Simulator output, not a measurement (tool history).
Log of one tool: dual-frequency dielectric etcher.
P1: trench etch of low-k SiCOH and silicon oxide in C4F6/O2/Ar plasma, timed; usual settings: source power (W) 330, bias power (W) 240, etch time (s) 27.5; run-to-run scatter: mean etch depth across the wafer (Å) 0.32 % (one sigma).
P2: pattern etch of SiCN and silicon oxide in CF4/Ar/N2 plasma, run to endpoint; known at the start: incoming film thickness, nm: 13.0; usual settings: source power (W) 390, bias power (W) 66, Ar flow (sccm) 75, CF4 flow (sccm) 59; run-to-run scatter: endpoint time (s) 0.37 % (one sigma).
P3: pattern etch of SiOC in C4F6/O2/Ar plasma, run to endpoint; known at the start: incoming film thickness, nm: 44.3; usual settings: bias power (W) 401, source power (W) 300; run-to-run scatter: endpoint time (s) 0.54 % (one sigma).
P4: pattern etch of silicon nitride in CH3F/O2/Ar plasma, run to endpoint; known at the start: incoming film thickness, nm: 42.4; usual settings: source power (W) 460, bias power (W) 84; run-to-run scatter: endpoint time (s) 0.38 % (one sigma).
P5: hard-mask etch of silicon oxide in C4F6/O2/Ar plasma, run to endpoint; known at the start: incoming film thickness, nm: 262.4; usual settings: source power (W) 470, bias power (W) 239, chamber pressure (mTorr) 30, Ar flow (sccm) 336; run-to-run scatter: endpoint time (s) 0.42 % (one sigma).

| run | hour | process that ran | source power (W) | bias power (W) | etch time (s) | Ar flow (sccm) | CF4 flow (sccm) | chamber pressure (mTorr) | hours since the last wet clean | hours since the last source power generator calibration | hours since the last bias power generator calibration | mean etch depth across the wafer (Å) | endpoint time (s) |
|---|---|---|---|---|---|---|---|---|---|---|---|---|---|
| 1 | 10.5 | P1 | 330 | 240 | 27.5 |  |  |  | 76.9 | 1463.6 | 1031.5 | 877.69 |  |
| 2 | 15.4 | P3 | 300 | 401 |  |  |  |  | 81.8 | 1468.5 | 1036.4 |  | 18.143 |
| 3 | 24.9 | P2 | 390 | 66 |  | 75 | 59 |  | 91.3 | 1478.0 | 1045.9 |  | 17.482 |
| 4 | 32.8 | P1 | 330 | 289 | 39.0 |  |  |  | 99.2 | 1485.9 | 1053.8 | 1332.00 |  |
| 5 | 43.3 | P1 | 330 | 240 | 27.5 |  |  |  | 109.7 | 1496.4 | 1064.3 | 878.70 |  |
| 6 | 49.1 | P4 | 660 | 84 |  |  |  |  | 115.5 | 1502.2 | 1070.1 |  | 47.511 |
| 7 | 54.7 | P1 | 330 | 164 | 36.5 |  |  |  | 121.1 | 1507.8 | 1075.7 | 1029.10 |  |
| 8 | 64.2 | P5 | 470 | 239 |  | 336 |  | 38 | 130.6 | 1517.3 | 1085.2 |  | 74.342 |
| 9 | 72.1 | P1 | 330 | 240 | 15.0 |  |  |  | 138.5 | 1525.2 | 1093.1 | 478.03 |  |
| 10 | 82.2 | P1 | 330 | 240 | 27.5 |  |  |  | 148.6 | 1535.3 | 1103.2 | 876.59 |  |
| 11 | 89.3 | P4 | 460 | 58 |  |  |  |  | 155.7 | 1542.4 | 1110.3 |  | 61.063 |
| 12 | 94.6 | P1 | 330 | 330 | 27.5 |  |  |  | 161.0 | 1547.7 | 1115.6 | 980.97 |  |
| 13 | 104.6 | P1 | 330 | 157 | 27.5 |  |  |  | 171.0 | 1557.7 | 1125.6 | 770.72 |  |
| 14 | 115.0 | P1 | 330 | 240 | 38.0 |  |  |  | 181.4 | 1568.1 | 1136.0 | 1217.80 |  |
| 15 | 122.6 | P2 | 230 | 66 |  | 75 | 59 |  | 189.0 | 1575.7 | 1143.6 |  | 27.977 |
| 16 | 130.0 | P5 | 470 | 239 |  | 336 |  | 30 | 196.4 | 1583.1 | 1151.0 |  | 72.920 |
| 17 | 139.1 | P3 | 300 | 401 |  |  |  |  | 205.5 | 1592.2 | 1160.1 |  | 17.974 |
| 18 | 146.7 | P1 | 450 | 240 | 27.5 |  |  |  | 213.1 | 1599.8 | 1167.7 | 990.76 |  |
| 19 | 152.9 | P2 | 390 | 66 |  | 75 | 59 |  | 219.3 | 1606.0 | 1173.9 |  | 17.540 |
| 20 | 162.7 | P3 | 170 | 401 |  |  |  |  | 229.1 | 1615.8 | 1183.7 |  | 22.198 |
| 21 | 168.2 | P2 | 390 | 51 |  | 75 | 59 |  | 234.6 | 1621.3 | 1189.2 |  | 18.972 |
| 22 | 174.8 | P5 | 470 | 337 |  | 336 |  | 30 | 241.2 | 1627.9 | 1195.8 |  | 64.651 |
| 23 | 183.5 | P1 | 220 | 240 | 27.5 |  |  |  | 249.9 | 1636.6 | 1204.5 | 749.46 |  |
| 24 | 189.6 | P1 | 330 | 240 | 27.5 |  |  |  | 256.0 | 1642.7 | 1210.6 | 877.80 |  |
| 25 | 197.5 | P4 | 460 | 84 |  |  |  |  | 263.9 | 1650.6 | 1218.5 |  | 54.100 |
| 26 | 202.4 | P5 | 470 | 239 |  | 450 |  | 30 | 268.8 | 1655.5 | 1223.4 |  | 74.721 |
|  | 207.9 | wet clean of the chamber |
| 27 | 209.1 | P2 | 390 | 66 |  | 58 | 59 |  | 1.3 | 1662.2 | 1230.1 |  | 16.906 |
| 28 | 215.2 | P2 | 390 | 66 |  | 75 | 79 |  | 7.4 | 1668.3 | 1236.2 |  | 16.826 |
| 29 | 225.2 | P1 | 330 | 240 | 27.5 |  |  |  | 17.4 | 1678.3 | 1246.2 | 878.96 |  |
| 30 | 235.4 | P5 | 660 | 239 |  | 336 |  | 30 | 27.6 | 1688.5 | 1256.4 |  | 63.529 |
| 31 | 244.3 | P3 | 300 | 281 |  |  |  |  | 36.5 | 1697.4 | 1265.3 |  | 20.604 |
| 32 | 252.8 | P1 | 330 | 240 | 27.5 |  |  |  | 45.0 | 1705.9 | 1273.8 | 878.44 |  |
| 33 | 262.1 | P1 | 330 | 240 | 27.5 |  |  |  | 54.3 | 1715.2 | 1283.1 | 871.28 |  |
| 34 | 269.6 | P1 | 330 | 240 | 27.5 |  |  |  | 61.8 | 1722.7 | 1290.6 | 868.19 |  |
| 35 | 275.7 | P1 | 330 | 240 | 27.5 |  |  |  | 67.9 | 1728.8 | 1296.7 | 869.96 |  |
| 36 | 283.5 | P1 | 330 | 240 | 27.5 |  |  |  | 75.7 | 1736.6 | 1304.5 | 864.00 |  |
| 37 | 293.1 | P1 | 330 | 240 | 27.5 |  |  |  | 85.3 | 1746.2 | 1314.1 | 865.29 |  |
| 38 | 298.0 | P1 | 330 | 240 | 27.5 |  |  |  | 90.2 | 1751.1 | 1319.0 | 864.90 |  |
| 39 | 303.9 | P1 | 330 | 240 | 27.5 |  |  |  | 96.1 | 1757.0 | 1324.9 | 867.60 |  |
|  | 305.1 | wet clean of the chamber |
| 40 | 313.4 | P1 | 330 | 240 | 27.5 |  |  |  | 8.4 | 1766.5 | 1334.4 | 862.30 |  |
| 41 | 321.8 | P1 | 330 | 240 | 27.5 |  |  |  | 16.8 | 1774.9 | 1342.8 | 864.13 |  |
| 42 | 326.5 | P1 | 330 | 240 | 27.5 |  |  |  | 21.5 | 1779.6 | 1347.5 | 861.95 |  |

What P1 gives has crept away from where it was. These 2 causes fit the log equally well, each at the size given:
A: source power that arrives under what is set, % = 4.11
B: bias power that arrives under what is set, % = 4.63
The creep began at about hour 252.8.
Why every other cause is out:
chamber walls in a state that lowers the etch rate, %: serviced at hour 305.1, which brought nothing back

4 check runs are offered, each on 2 wafers whose results are averaged, their results left as question marks. Which one tells the causes apart?
| check 1 | 331.2 | P3 | 220 | 300 |  |  |  |  |  |  |  |  | ? |
| check 2 | 331.2 | P5 | 630 | 333 |  | 336 |  | 30 |  |  |  |  | ? |
| check 3 | 331.2 | P4 | 570 | 61 |  |  |  |  |  |  |  |  | ? |
| check 4 | 331.2 | P2 | 240 | 66 |  | 75 | 59 |  |  |  |  |  | ? |

What each check would give under each cause:
| check | result | if A | if B |
|---|---|---|---|
| check 1 | endpoint time (s) | 22.924 | 22.950 |
| check 2 | endpoint time (s) | 58.766 | 58.789 |
| check 3 | endpoint time (s) | 56.453 | 56.386 |
| check 4 | endpoint time (s) | 27.898 | 27.322 |
How far apart the two closest causes lie, in the result that separates them most: check 1 0.11 %; check 2 0.04 %; check 3 0.12 %; check 4 2.09 %
Check 4 tells the causes apart: in the others they would give nearly the same result.

Then check 4 was run and gave: endpoint time (s) 27.837. Which cause is it?

It is A: source power that arrives under what is set, %.
